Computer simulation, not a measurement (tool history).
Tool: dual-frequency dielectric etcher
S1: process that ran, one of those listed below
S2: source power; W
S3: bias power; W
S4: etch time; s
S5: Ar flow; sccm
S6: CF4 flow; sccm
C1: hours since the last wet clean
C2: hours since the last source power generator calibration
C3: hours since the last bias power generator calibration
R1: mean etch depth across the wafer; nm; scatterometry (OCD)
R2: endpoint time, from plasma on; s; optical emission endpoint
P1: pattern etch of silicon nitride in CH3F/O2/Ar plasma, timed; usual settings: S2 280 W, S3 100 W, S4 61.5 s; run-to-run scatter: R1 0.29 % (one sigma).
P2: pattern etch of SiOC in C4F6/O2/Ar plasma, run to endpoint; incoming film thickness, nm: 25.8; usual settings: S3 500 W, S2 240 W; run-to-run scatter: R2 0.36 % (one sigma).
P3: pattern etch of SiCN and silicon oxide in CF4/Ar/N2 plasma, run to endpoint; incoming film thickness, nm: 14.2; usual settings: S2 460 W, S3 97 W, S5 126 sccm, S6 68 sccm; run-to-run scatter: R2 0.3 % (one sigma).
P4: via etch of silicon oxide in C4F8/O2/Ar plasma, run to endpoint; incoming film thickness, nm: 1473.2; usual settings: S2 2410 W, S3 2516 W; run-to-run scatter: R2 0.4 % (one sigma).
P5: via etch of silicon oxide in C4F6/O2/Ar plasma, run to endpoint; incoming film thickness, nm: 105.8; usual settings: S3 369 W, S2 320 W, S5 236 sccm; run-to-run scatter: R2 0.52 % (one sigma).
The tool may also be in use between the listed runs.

Run 1, day 0.383: S1 P1, S2 280 W, S3 100 W, S4 61.5 s; C1 312.9; C2 1618.5; C3 601.1. Result: R1 41.804 nm.
Run 2, day 0.658: S1 P3, S2 460 W, S3 97 W, S5 126 sccm, S6 81 sccm; C1 319.5; C2 1625.1; C3 607.7. Result: R2 14.2020 s.
Run 3, day 0.883: S1 P4, S2 2410 W, S3 2516 W; C1 324.9; C2 1630.5; C3 613.1. Result: R2 252.3300 s.
Run 4, day 1.217: S1 P5, S2 320 W, S3 369 W, S5 236 sccm; C1 332.9; C2 1638.5; C3 621.1. Result: R2 27.1860 s.
Run 5, day 1.604: S1 P4, S2 2410 W, S3 2516 W; C1 342.2; C2 1647.8; C3 630.4. Result: R2 254.4200 s.
Run 6, day 2.104: S1 P5, S2 320 W, S3 450 W, S5 236 sccm; C1 354.2; C2 1659.8; C3 642.4. Result: R2 25.1250 s.
Run 7, day 2.371: S1 P5, S2 320 W, S3 369 W, S5 292 sccm; C1 360.6; C2 1666.2; C3 648.8. Result: R2 27.9870 s.
Run 8, day 2.821: S1 P1, S2 280 W, S3 100 W, S4 47.0 s; C1 371.4; C2 1677.0; C3 659.6. Result: R1 32.229 nm.
Run 9, day 3.288: S1 P1, S2 280 W, S3 100 W, S4 61.5 s; C1 382.6; C2 1688.2; C3 670.8. Result: R1 42.011 nm.
Run 10, day 3.762: S1 P1, S2 370 W, S3 124 W, S4 61.5 s; C1 394.0; C2 1699.6; C3 682.2. Result: R1 50.484 nm.
Run 11, day 4.258: S1 P1, S2 350 W, S3 100 W, S4 61.5 s; C1 405.9; C2 1711.5; C3 694.1. Result: R1 45.664 nm.
Run 12, day 4.604: S1 P1, S2 280 W, S3 62 W, S4 61.5 s; C1 414.2; C2 1719.8; C3 702.4. Result: R1 35.421 nm.
Run 13, day 4.833: S1 P3, S2 550 W, S3 97 W, S5 126 sccm, S6 68 sccm; C1 419.7; C2 1725.3; C3 707.9. Result: R2 12.5380 s.
Run 14, day 5.279: S1 P2, S2 330 W, S3 500 W; C1 430.4; C2 1736.0; C3 718.6. Result: R2 9.5313 s.
Run 15, day 5.683: S1 P4, S2 3020 W, S3 2516 W; C1 440.1; C2 1745.7; C3 728.3. Result: R2 232.5200 s.
Run 16, day 6.012: S1 P5, S2 190 W, S3 369 W, S5 236 sccm; C1 448.0; C2 1753.6; C3 736.2. Result: R2 32.9540 s.
Run 17, day 6.292: S1 P4, S2 2410 W, S3 1912 W; C1 454.7; C2 1760.3; C3 742.9. Result: R2 274.4500 s.
At day 6.350: source power generator calibrated.
Run 18, day 6.596: S1 P2, S2 240 W, S3 623 W; C1 462.0; C2 5.9; C3 750.2. Result: R2 9.7768 s.
Run 19, day 7.050: S1 P1, S2 280 W, S3 124 W, S4 61.5 s; C1 472.9; C2 16.8; C3 761.1. Result: R1 45.669 nm.
Run 20, day 7.542: S1 P1, S2 210 W, S3 66 W, S4 61.5 s; C1 484.7; C2 28.6; C3 772.9. Result: R1 32.538 nm.
Run 21, day 8.008: S1 P1, S2 280 W, S3 100 W, S4 61.5 s; C1 495.9; C2 39.8; C3 784.1. Result: R1 41.977 nm.
Run 22, day 8.371: S1 P3, S2 460 W, S3 97 W, S5 88 sccm, S6 68 sccm; C1 504.6; C2 48.5; C3 792.8. Result: R2 13.8490 s.
Run 23, day 8.875: S1 P3, S2 460 W, S3 71 W, S5 126 sccm, S6 68 sccm; C1 516.7; C2 60.6; C3 804.9. Result: R2 16.3070 s.
Run 24, day 9.292: S1 P2, S2 240 W, S3 500 W; C1 526.7; C2 70.6; C3 814.9. Result: R2 10.6760 s.
Run 25, day 9.533: S1 P1, S2 280 W, S3 100 W, S4 61.5 s; C1 532.5; C2 76.4; C3 820.7. Result: R1 42.071 nm.
Run 26, day 9.758: S1 P1, S2 190 W, S3 100 W, S4 61.5 s; C1 537.9; C2 81.8; C3 826.1. Result: R1 36.458 nm.
Run 27, day 10.171: S1 P3, S2 460 W, S3 97 W, S5 126 sccm, S6 68 sccm; C1 547.8; C2 91.7; C3 836.0. Result: R2 14.5520 s.
Run 28, day 10.400: S1 P1, S2 280 W, S3 100 W, S4 61.5 s; C1 553.3; C2 97.2; C3 841.5. Result: R1 42.177 nm.
Run 29, day 10.679: S1 P1, S2 280 W, S3 100 W, S4 61.5 s; C1 560.0; C2 103.9; C3 848.2. Result: R1 42.158 nm.
Run 30, day 11.021: S1 P1, S2 280 W, S3 100 W, S4 89.5 s; C1 568.2; C2 112.1; C3 856.4. Result: R1 61.037 nm.
Run 31, day 11.450: S1 P1, S2 280 W, S3 100 W, S4 61.5 s; C1 578.5; C2 122.4; C3 866.7. Result: R1 41.887 nm.
Run 32, day 11.950: S1 P1, S2 280 W, S3 100 W, S4 61.5 s; C1 590.5; C2 134.4; C3 878.7. Result: R1 41.669 nm.
Run 33, day 12.350: S1 P1, S2 280 W, S3 100 W, S4 61.5 s; C1 600.1; C2 144.0; C3 888.3. Result: R1 41.788 nm.
Run 34, day 12.804: S1 P1, S2 280 W, S3 100 W, S4 61.5 s; C1 611.0; C2 154.9; C3 899.2. Result: R1 41.390 nm.
At day 13.075: wet clean of the chamber.
Run 35, day 13.262: S1 P1, S2 280 W, S3 100 W, S4 61.5 s; C1 4.6; C2 165.9; C3 910.2. Result: R1 41.386 nm.
Run 36, day 13.550: S1 P1, S2 280 W, S3 100 W, S4 61.5 s; C1 11.5; C2 172.8; C3 917.1. Result: R1 41.441 nm.
Run 37, day 13.938: S1 P1, S2 280 W, S3 100 W, S4 61.5 s; C1 20.8; C2 182.1; C3 926.4. Result: R1 41.238 nm.
Run 38, day 14.308: S1 P1, S2 280 W, S3 100 W, S4 61.5 s; C1 29.7; C2 191.0; C3 935.3. Result: R1 41.053 nm.
Run 39, day 14.712: S1 P1, S2 280 W, S3 100 W, S4 61.5 s; C1 39.4; C2 200.7; C3 945.0. Result: R1 41.442 nm.
Run 40, day 15.167: S1 P1, S2 280 W, S3 100 W, S4 61.5 s; C1 50.3; C2 211.6; C3 955.9. Result: R1 41.335 nm.
Run 41, day 15.492: S1 P1, S2 280 W, S3 100 W, S4 61.5 s; C1 58.1; C2 219.4; C3 963.7. Result: R1 41.325 nm.

What P1 gives has crept away from where it was. These 2 causes fit the log equally well, each at the size given:
A: bias power that arrives under what is set, % = 4.33
B: source power that arrives under what is set, % = 4.38
The creep began at about day 11.450.
Why every other cause is out:
chamber walls in a state that lowers the etch rate, %: serviced at day 13.075, which brought nothing back

4 check runs are offered, one wafer each, their results left as question marks. Which one tells the causes apart?
Run check 1, day 15.817: S1 P5, S2 320 W, S3 369 W, S5 236 sccm. Result: R2 ?.
Run check 2, day 15.817: S1 P2, S2 240 W, S3 500 W. Result: R2 ?.
Run check 3, day 15.817: S1 P4, S2 2410 W, S3 2516 W. Result: R2 ?.
Run check 4, day 15.817: S1 P3, S2 460 W, S3 97 W, S5 126 sccm, S6 68 sccm. Result: R2 ?.

What each check would give under each cause:
  check  result      if A      if B
check 1      R2   27.6580   27.6790
check 2      R2   10.8780   10.8720
check 3      R2  257.1700  258.3700
check 4      R2   14.8090   15.1480
How far apart the two closest causes lie, in the result that separates them most: check 1 0.07 %; check 2 0.05 %; check 3 0.47 %; check 4 2.27 %
Only check 4 tells the causes apart: in the others they would give nearly the same result.

Then check 4 was run and gave: R2 15.1560 s. Which cause is it?

It is B: source power that arrives under what is set, %.

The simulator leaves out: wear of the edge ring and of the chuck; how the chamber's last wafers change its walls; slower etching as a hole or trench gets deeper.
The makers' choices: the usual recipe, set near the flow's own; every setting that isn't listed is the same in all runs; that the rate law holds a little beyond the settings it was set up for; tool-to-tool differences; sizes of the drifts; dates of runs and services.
